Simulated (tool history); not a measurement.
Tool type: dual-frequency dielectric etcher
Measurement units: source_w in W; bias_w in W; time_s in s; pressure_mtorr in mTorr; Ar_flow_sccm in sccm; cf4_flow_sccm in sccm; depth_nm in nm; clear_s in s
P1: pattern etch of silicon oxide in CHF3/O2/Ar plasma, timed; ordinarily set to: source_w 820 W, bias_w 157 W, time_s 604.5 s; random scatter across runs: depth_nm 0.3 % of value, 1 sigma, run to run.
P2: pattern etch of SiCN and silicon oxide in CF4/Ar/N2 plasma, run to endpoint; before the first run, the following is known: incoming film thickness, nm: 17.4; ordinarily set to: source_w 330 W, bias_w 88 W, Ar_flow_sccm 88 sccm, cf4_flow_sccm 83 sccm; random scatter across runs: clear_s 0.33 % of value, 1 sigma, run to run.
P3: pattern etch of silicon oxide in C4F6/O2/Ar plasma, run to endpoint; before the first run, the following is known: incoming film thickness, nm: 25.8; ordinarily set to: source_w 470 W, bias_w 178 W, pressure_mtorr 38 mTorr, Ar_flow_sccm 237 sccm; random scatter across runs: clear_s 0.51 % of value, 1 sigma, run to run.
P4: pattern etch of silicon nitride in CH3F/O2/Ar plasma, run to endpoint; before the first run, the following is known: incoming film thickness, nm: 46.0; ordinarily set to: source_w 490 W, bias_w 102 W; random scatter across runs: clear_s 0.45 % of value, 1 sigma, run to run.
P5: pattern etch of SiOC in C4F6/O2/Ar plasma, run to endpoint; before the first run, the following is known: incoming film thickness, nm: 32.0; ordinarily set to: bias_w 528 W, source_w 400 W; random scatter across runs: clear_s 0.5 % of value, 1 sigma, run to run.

run   hour  process  source_w  bias_w  time_s  pressure_mtorr  Ar_flow_sccm  cf4_flow_sccm  depth_nm  clear_s
  1    7.4       P1       820     157   604.5                                                 1272.6
  2   12.3       P1       820     122   604.5                                                 1178.8
  3   16.1       P4       620     102                                                                  49.538
  4   23.7       P5       570     528                                                                  9.3833
  5   29.2       P5       400     528                                                                  10.694
  6   37.2       P1       640     157   604.5                                                 1156.3
  7   45.6       P3       470     178                      38           237                            7.8526
  8   49.6       P1       820     157   604.5                                                 1276.2
  9   57.1       P1       820     157   791.5                                                 1669.8
 10   65.6       P5       400     528                                                                  10.637
 11   70.4       P1      1060     203   604.5                                                   1535
 12     78       P3       640     178                      38           237                            6.9473
 13   82.9       P5       400     319                                                                  12.968
 14   89.4       P2       220      88                                    88             83             32.248
 15   93.7       P1       820     186   604.5                                                 1350.7
 16   98.3       P1       820     157   604.5                                                 1274.5
 17  102.4       P2       330      88                                    69             83             22.019
 18  108.4       P3       470     178                    29.5           237                             7.582
     109.8  -- source power generator calibrated
 19  112.4       P1       820     157   352.5                                                 742.39
 20  120.8       P2       330      88                                    88            103             21.911
 21  128.7       P1       820     157   604.5                                                 1269.7
 22  136.5       P4       490      64                                                                   63.43
 23  140.7       P2       330      52                                    88             83             26.724
 24  147.4       P4       490     102                                                                  53.791
 25  155.7       P1      1100     157   604.5                                                 1417.4
 26  159.9       P2       330      88                                    88             83             22.563
 27  165.6       P2       330      88                                    88             83             22.579
 28  172.6       P1      1120     189   604.5                                                 1528.4
 29  180.5       P3       470     178                      38           237                             7.909
 30  186.9       P3       470     115                      38           237                            8.9445
 31  195.1       P3       470     178                      38           304                            8.0548
 32  199.2       P1       820     157   604.5                                                 1271.1
 33    203       P1       820     157   604.5                                                 1274.2
 34  207.1       P1       820     157   604.5                                                 1279.4

Estimate the outcome of run 35 from the log above:
 35  211.4       P1       820     157   604.5                                                      ?

depth_nm: 1281.8 nm
